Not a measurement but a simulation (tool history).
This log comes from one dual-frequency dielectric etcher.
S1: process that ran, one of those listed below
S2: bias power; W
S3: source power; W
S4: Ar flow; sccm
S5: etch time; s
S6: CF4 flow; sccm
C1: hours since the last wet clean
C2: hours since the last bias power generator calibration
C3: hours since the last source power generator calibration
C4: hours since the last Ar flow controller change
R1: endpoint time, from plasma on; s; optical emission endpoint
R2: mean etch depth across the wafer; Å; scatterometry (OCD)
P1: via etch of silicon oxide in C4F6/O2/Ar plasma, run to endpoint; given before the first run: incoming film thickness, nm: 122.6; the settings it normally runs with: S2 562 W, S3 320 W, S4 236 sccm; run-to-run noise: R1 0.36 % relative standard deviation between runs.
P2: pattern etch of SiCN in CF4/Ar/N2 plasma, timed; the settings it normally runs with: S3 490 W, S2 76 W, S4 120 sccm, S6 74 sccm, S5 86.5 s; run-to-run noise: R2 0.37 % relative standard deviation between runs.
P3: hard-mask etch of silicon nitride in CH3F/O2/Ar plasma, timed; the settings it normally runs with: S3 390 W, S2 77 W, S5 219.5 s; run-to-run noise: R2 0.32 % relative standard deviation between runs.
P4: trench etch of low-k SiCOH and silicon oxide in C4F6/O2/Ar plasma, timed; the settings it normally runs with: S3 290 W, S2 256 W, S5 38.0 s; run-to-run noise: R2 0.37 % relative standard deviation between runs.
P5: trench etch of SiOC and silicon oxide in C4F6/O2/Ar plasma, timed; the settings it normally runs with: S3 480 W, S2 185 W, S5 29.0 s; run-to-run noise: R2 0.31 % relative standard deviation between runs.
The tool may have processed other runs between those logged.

run,day,S1,S2,S3,S4,S5,S6,C1,C2,C3,C4,R1,R2
1,0.438,P1,562,320,236,,,243.3,1780.6,856.8,2850.9,27.107,
2,0.892,P4,256,290,,38.0,,254.2,1791.5,867.7,2861.8,,1183.70
3,1.171,P2,76,490,120,86.5,74,260.9,1798.2,874.4,2868.5,,809.97
4,1.554,P5,185,480,,29.0,,270.1,1807.4,883.6,2877.7,,624.18
5,1.871,P1,562,420,236,,,277.7,1815.0,891.2,2885.3,24.652,
6,2.221,P5,185,480,,17.0,,286.1,1823.4,899.6,2893.7,,363.59
7,2.658,P2,76,490,120,86.5,45,296.6,1833.9,910.1,2904.2,,751.38
8,2.988,P1,763,320,236,,,304.5,1841.8,918.0,2912.1,24.125,
9,3.471,P5,185,370,,29.0,,316.1,1853.4,929.6,2923.7,,564.24
10,3.917,P1,562,320,316,,,326.8,1864.1,940.3,2934.4,28.162,
11,4.271,P5,185,480,,29.0,,335.3,1872.6,948.8,2942.9,,624.56
12,4.662,P3,77,390,,219.5,,344.7,1882.0,958.2,2952.3,,1538.40
13,5.038,P4,351,290,,38.0,,353.7,1891.0,967.2,2961.3,,1320.80
14,5.300,P4,256,240,,38.0,,360.0,1897.3,973.5,2967.6,,1098.60
15,5.654,P3,77,230,,219.5,,368.5,1905.8,982.0,2976.1,,1264.50
# day 5.829: Ar flow controller replaced
16,6.154,P2,76,490,120,86.5,74,380.5,1917.8,994.0,7.8,,810.82
17,6.562,P1,562,320,139,,,390.3,1927.6,1003.8,17.6,25.749,
18,6.892,P1,350,320,236,,,398.2,1935.5,1011.7,25.5,32.514,
# day 7.262: wet clean of the chamber
19,7.375,P2,76,640,120,86.5,74,2.8,1947.1,1023.3,37.1,,1023.10
20,7.742,P4,256,290,,23.0,,11.6,1955.9,1032.1,45.9,,715.17
21,8.058,P2,76,490,153,86.5,74,19.2,1963.5,1039.7,53.5,,790.80
22,8.325,P1,562,320,236,,,25.6,1969.9,1046.1,59.9,27.223,
23,8.567,P2,106,490,120,86.5,74,31.4,1975.7,1051.9,65.7,,913.63
24,8.800,P1,562,320,236,,,37.0,1981.3,1057.5,71.3,27.153,
25,9.121,P3,77,390,,126.5,,44.7,1989.0,1065.2,79.0,,888.93
26,9.500,P3,62,390,,219.5,,53.8,1998.1,1074.3,88.1,,1441.20
27,9.850,P4,256,290,,38.0,,62.2,2006.5,1082.7,96.5,,1188.80
28,10.108,P2,76,490,120,127.0,74,68.4,2012.7,1088.9,102.7,,1195.70
29,10.467,P5,121,480,,29.0,,77.0,2021.3,1097.5,111.3,,548.65
30,10.921,P1,562,210,236,,,87.9,2032.2,1108.4,122.2,31.836,
31,11.325,P1,658,320,282,,,97.6,2041.9,1118.1,131.9,26.174,
32,11.688,P1,562,320,236,,,106.3,2050.6,1126.8,140.6,27.223,
33,11.996,P1,562,320,236,,,113.7,2058.0,1134.2,148.0,27.126,
34,12.396,P1,562,320,236,,,123.3,2067.6,1143.8,157.6,27.601,
35,12.783,P1,562,320,236,,,132.6,2076.9,1153.1,166.9,27.537,
# day 13.025: wet clean of the chamber
36,13.229,P1,562,320,236,,,5.0,2087.6,1163.8,177.6,27.727,
37,13.692,P1,562,320,236,,,16.1,2098.7,1174.9,188.7,27.812,
38,14.179,P1,562,320,236,,,27.8,2110.4,1186.6,200.4,27.609,
39,14.629,P1,562,320,236,,,38.6,2121.2,1197.4,211.2,27.615,

What P1 gives has crept away from where it was. These 2 causes fit the log equally well, each at the size given:
A: source power that arrives under what is set, % = 4.8
B: bias power that arrives under what is set, % = 4.59
Onset of the creep was near day 11.996.
Excluded causes, each with its reason:
chamber walls in a state that lowers the etch rate, %: serviced after onset, at day 13.025, with no recovery of the prior output
Ar flow that arrives over what is set, %: limited to 8, which would change R1 by +0.9 %, either short of the creep or opposite in sign

Of the 4 check runs listed below, each run on one wafer and each result written as a question mark, which would let you distinguish the listed causes because they would give clearly different results?
check 1,15.079,P3,77,390,,219.5,,,,,,,?
check 2,15.079,P2,76,490,120,86.5,74,,,,,,?
check 3,15.079,P4,256,290,,38.0,,,,,,,?
check 4,15.079,P5,185,480,,29.0,,,,,,,?

Predicted outcomes, by check and by cause:
check,result,if A,if B
check 1,R2,1518.50,1521.90
check 2,R2,778.49,799.34
check 3,R2,1163.90,1166.70
check 4,R2,611.73,614.49
Separation of the two closest causes in each check, using whichever result separates them best: check 1 0.22 %; check 2 2.64 %; check 3 0.25 %; check 4 0.45 %
The causes can be told apart only by check 2. The other checks would give nearly the same results under each of them.

Here is what check 2 returned: R2 800.20 Å. Which cause is it?

The cause is B: bias power that arrives under what is set, %.
